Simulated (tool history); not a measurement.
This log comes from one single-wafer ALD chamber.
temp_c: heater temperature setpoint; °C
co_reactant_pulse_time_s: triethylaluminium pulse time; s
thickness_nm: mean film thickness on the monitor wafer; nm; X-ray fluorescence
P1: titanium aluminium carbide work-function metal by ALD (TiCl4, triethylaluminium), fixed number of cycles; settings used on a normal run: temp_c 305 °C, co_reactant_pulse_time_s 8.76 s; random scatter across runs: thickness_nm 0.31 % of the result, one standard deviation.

run   hour  temp_c  co_reactant_pulse_time_s  hours since the last thermocouple change  hours since the last triethylaluminium bottle change  thickness_nm
  1   10.1     305                      8.76                                     596.8                                                 499.2        2.0386
  2     21     305                      8.76                                     607.7                                                 510.1        2.0382
  3   31.5     305                      4.29                                     618.2                                                 520.6        1.6455
  4   38.6     281                      8.76                                     625.3                                                 527.7        1.8317
  5   47.6     286                     11.09                                     634.3                                                 536.7        1.9261
  6   57.8     305                      8.76                                     644.5                                                 546.9        2.0306
  7   64.4     305                     14.58                                     651.1                                                 553.5        2.1213
  8   74.6     305                      8.76                                     661.3                                                 563.7        2.0357
  9   85.6     321                      8.76                                     672.3                                                 574.7        2.1765
 10   96.4     328                      3.82                                     683.1                                                 585.5        1.7101
 11  102.3     305                      8.76                                       689                                                 591.4        2.0313
 12  108.3     305                      8.76                                       695                                                 597.4        2.0276
 13  113.1     305                      8.76                                     699.8                                                 602.2         2.035
 14    121     305                      8.76                                     707.7                                                 610.1        2.0282
 15  126.6     305                      8.76                                     713.3                                                 615.7        2.0072
 16  133.7     305                      8.76                                     720.4                                                 622.8        2.0083
 17  144.9     305                      8.76                                     731.6                                                   634        1.9846
 18  153.9     305                      8.76                                     740.6                                                   643        1.9918
 19  159.5     305                      8.76                                     746.2                                                 648.6        1.9894
 20  168.6     305                      8.76                                     755.3                                                 657.7        1.9977
 21  177.7     305                      8.76                                     764.4                                                 666.8        1.9843

P1 no longer gives what it gave before; its output has crept away from where it was. The following 2 causes, each at its listed size, fit the log equally well:
A: wafer temperature below the value expected at the setpoint (K) = 5.36
B: triethylaluminium dose below that of a fresh bottle (%) = 12.2
The drift started at roughly hour 121.

Each of the 4 check runs below uses one wafer; its results are left as question marks. Which run tells the causes apart?
check 1  186.8     291                      8.76                                                                                                             ?
check 2  186.8     292                      8.76                                                                                                             ?
check 3  186.8     318                      8.76                                                                                                             ?
check 4  186.8     305                      4.57                                                                                                             ?

Predicted outcomes, by check and by cause:
  check        result    if A    if B
check 1  thickness_nm  1.8674  1.8695
check 2  thickness_nm  1.8759  1.8779
check 3  thickness_nm  2.1007  2.0985
check 4  thickness_nm  1.6574  1.6023
Smallest distance between any two causes, each pair judged by its most separating result, in per cent: check 1 0.12 %; check 2 0.11 %; check 3 0.1 %; check 4 3.38 %
Check 4 is the one run that separates the causes; every other check would come out nearly the same whichever cause is at work.

Check 4 was then run and gave: thickness_nm 1.6667 nm. Which cause is it?

It is A: wafer temperature below the value expected at the setpoint (K).

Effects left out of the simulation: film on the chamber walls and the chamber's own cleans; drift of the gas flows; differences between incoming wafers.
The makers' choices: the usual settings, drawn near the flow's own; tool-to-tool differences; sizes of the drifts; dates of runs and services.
